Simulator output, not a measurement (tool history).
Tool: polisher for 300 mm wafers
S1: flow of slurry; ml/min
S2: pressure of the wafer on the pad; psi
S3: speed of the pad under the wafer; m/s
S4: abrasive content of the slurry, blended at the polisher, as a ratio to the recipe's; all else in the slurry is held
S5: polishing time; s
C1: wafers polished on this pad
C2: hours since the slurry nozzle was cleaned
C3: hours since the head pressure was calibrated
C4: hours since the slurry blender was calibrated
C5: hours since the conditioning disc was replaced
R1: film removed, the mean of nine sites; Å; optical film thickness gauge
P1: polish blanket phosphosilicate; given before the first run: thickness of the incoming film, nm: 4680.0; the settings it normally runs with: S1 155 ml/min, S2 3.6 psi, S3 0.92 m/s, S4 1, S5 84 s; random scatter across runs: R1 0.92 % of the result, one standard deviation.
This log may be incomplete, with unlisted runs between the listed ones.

run,hour,S1,S2,S3,S4,S5,C1,C2,C3,C4,C5,R1
1,9.6,155,3.6,0.92,1,84,397,199.8,1035.8,241.5,419.9,8103
2,20.8,95,3.6,0.92,1,84,467,211,1047,252.7,431.1,7215.5
# hour 23.2: slurry nozzle cleaned
3,33.4,155,3.6,0.92,1,84,545,10.3,1059.6,265.3,443.7,7965.6
4,47.8,155,3.6,1.4,1,84,634,24.7,1074,279.7,458.1,11095
5,59.5,240,3.6,0.92,1,84,707,36.4,1085.7,291.4,469.8,8442.2
6,70.2,155,5.1,0.92,1,84,773,47.1,1096.4,302.1,480.5,11544
7,78.2,155,3.6,0.92,1,38,823,55.1,1104.4,310.1,488.5,3609.4
# hour 91.4: head pressure recalibrated
8,93,155,3.6,0.92,0.55,84,915,69.9,1.7,324.9,503.3,5955.9
9,108.7,155,3.6,0.92,1,84,1012,85.6,17.4,340.6,519,7908.9
10,123.4,155,2.1,0.92,1,84,1103,100.3,32.1,355.3,533.7,4634.5
11,139.3,155,3.6,0.92,1.45,84,1202,116.2,48,371.2,549.6,9223.9
12,149.6,155,3.6,0.92,1.4,46,1266,126.5,58.3,381.5,559.9,5075
13,156.9,155,3.6,0.92,1,84,1311,133.8,65.6,388.8,567.2,8024.3
14,169.8,155,3.6,0.42,1,84,1391,146.7,78.5,401.7,580.1,4209.3
15,177,155,3.6,0.92,1,84,1436,153.9,85.7,408.9,587.3,7975.4
16,185.7,110,3.6,0.56,1,84,1490,162.6,94.4,417.6,596,5045.1
17,192.8,155,3.6,0.92,1,131,1534,169.7,101.5,424.7,603.1,12455

What does the tool deliver on the next run?
18,203.3,155,3.6,0.92,1,84,1599,180.2,112,435.2,613.6,?

R1: 8033.2 Å

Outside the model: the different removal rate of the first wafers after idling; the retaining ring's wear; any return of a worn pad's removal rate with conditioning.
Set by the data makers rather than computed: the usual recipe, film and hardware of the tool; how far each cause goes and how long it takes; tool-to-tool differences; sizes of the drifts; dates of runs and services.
